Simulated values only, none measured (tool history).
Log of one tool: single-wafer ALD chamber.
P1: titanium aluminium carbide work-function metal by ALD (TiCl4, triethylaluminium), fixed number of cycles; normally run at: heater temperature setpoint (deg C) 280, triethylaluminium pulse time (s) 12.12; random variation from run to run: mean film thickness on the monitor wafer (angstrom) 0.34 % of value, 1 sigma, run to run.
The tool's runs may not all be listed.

| run | day | heater temperature setpoint (deg C) | triethylaluminium pulse time (s) | hours since the last thermocouple change | hours since the last triethylaluminium bottle change | mean film thickness on the monitor wafer (angstrom) |
|---|---|---|---|---|---|---|
| 1 | 0.525 | 280 | 12.12 | 544.1 | 689.6 | 18.104 |
| 2 | 0.892 | 305 | 12.12 | 552.9 | 698.4 | 20.195 |
| 3 | 1.467 | 280 | 3.99 | 566.7 | 712.2 | 13.806 |
| 4 | 1.817 | 280 | 12.12 | 575.1 | 720.6 | 18.273 |
|  | 1.921 | triethylaluminium bottle replaced |
| 5 | 2.438 | 280 | 12.12 | 590.0 | 12.5 | 18.217 |
| 6 | 2.925 | 280 | 12.12 | 601.7 | 24.2 | 18.179 |
| 7 | 3.525 | 263 | 16.85 | 616.1 | 38.6 | 16.930 |
| 8 | 4.083 | 280 | 18.93 | 629.5 | 52.0 | 18.497 |
| 9 | 4.462 | 280 | 12.12 | 638.6 | 61.1 | 18.167 |
| 10 | 5.117 | 258 | 12.12 | 654.3 | 76.8 | 16.420 |
| 11 | 5.708 | 280 | 12.12 | 668.5 | 91.0 | 18.187 |
| 12 | 6.100 | 280 | 12.12 | 677.9 | 100.4 | 18.131 |
| 13 | 6.762 | 280 | 12.12 | 693.8 | 116.3 | 18.127 |
| 14 | 7.517 | 280 | 12.12 | 711.9 | 134.4 | 18.024 |
| 15 | 8.196 | 280 | 12.12 | 728.2 | 150.7 | 17.922 |
| 16 | 8.575 | 280 | 12.12 | 737.3 | 159.8 | 17.772 |
| 17 | 9.071 | 280 | 12.12 | 749.2 | 171.7 | 17.808 |
| 18 | 9.504 | 280 | 12.12 | 759.6 | 182.1 | 17.806 |

Run 19 is up next; what results do you expect?
| 19 | 10.225 | 280 | 12.12 | 776.9 | 199.4 | ? |

{"run 19": {"mean film thickness on the monitor wafer (angstrom)": 17.757}}
